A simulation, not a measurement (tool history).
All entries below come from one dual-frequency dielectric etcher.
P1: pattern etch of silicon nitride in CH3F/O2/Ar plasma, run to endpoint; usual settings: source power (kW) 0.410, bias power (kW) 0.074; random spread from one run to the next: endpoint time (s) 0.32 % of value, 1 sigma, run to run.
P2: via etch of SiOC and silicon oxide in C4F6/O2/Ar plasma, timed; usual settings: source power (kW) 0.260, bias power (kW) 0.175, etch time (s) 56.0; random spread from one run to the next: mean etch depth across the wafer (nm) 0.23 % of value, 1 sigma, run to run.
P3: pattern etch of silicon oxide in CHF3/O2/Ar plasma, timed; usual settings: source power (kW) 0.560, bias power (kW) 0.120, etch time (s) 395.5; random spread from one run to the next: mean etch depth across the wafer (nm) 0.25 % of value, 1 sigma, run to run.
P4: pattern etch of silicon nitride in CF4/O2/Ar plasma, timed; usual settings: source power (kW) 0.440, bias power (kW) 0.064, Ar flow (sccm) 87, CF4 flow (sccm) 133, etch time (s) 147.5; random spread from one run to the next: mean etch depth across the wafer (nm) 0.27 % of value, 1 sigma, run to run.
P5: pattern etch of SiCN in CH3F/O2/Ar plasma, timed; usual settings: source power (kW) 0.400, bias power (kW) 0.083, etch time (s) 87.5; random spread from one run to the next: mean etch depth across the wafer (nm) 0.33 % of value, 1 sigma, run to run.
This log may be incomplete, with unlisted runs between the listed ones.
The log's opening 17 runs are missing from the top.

run	hour	process that ran	source power (kW)	bias power (kW)	etch time (s)	Ar flow (sccm)	CF4 flow (sccm)	hours since the last wet clean	hours since the last source power generator calibration	hours since the last bias power generator calibration	endpoint time (s)	mean etch depth across the wafer (nm)
18	244.8	P4	0.440	0.039	147.5	87	133	358.8	2171.8	2732.4		245.800
19	255.6	P4	0.560	0.064	147.5	87	133	369.6	2182.6	2743.2		362.240
20	269.5	P4	0.440	0.064	147.5	87	95	383.5	2196.5	2757.1		283.490
21	283.6	P1	0.410	0.074				397.6	2210.6	2771.2	72.784	
22	294.8	P4	0.440	0.064	114.5	87	133	408.8	2221.8	2782.4		227.890
23	307.4	P2	0.260	0.107	56.0			421.4	2234.4	2795.0		45.643
# hour 312.4: bias power generator calibrated
24	316.7	P3	0.660	0.120	395.5			430.7	2243.7	4.4		721.970
25	325.3	P1	0.410	0.056				439.3	2252.3	13.0	80.405	
26	342.6	P5	0.400	0.083	87.5			456.6	2269.6	30.3		34.965
27	354.9	P1	0.310	0.074				468.9	2281.9	42.6	81.222	
28	372.9	P1	0.410	0.074				486.9	2299.9	60.6	73.241	
29	381.6	P1	0.410	0.074				495.6	2308.6	69.3	73.037	
30	395.6	P5	0.310	0.083	87.5			509.6	2322.6	83.3		31.963
31	411.8	P1	0.410	0.074				525.8	2338.8	99.5	72.693	
32	426.2	P1	0.510	0.090				540.2	2353.2	113.9	62.997	
33	441.4	P2	0.260	0.175	32.5			555.4	2368.4	129.1		31.061
34	450.6	P1	0.410	0.074				564.6	2377.6	138.3	73.444	
35	462.8	P1	0.410	0.074				576.8	2389.8	150.5	73.133	
36	479.0	P1	0.410	0.074				593.0	2406.0	166.7	73.457	
37	489.0	P1	0.410	0.074				603.0	2416.0	176.7	73.772	
# hour 493.8: wet clean of the chamber
38	502.2	P1	0.410	0.074				8.4	2429.2	189.9	74.223	
39	510.5	P1	0.410	0.074				16.7	2437.5	198.2	73.907	

Run 40 has not been measured yet. What should we expect?
40	528.6	P1	0.410	0.074				34.8	2455.6	216.3	?	

Run 40 measured endpoint time (s) 74.390.
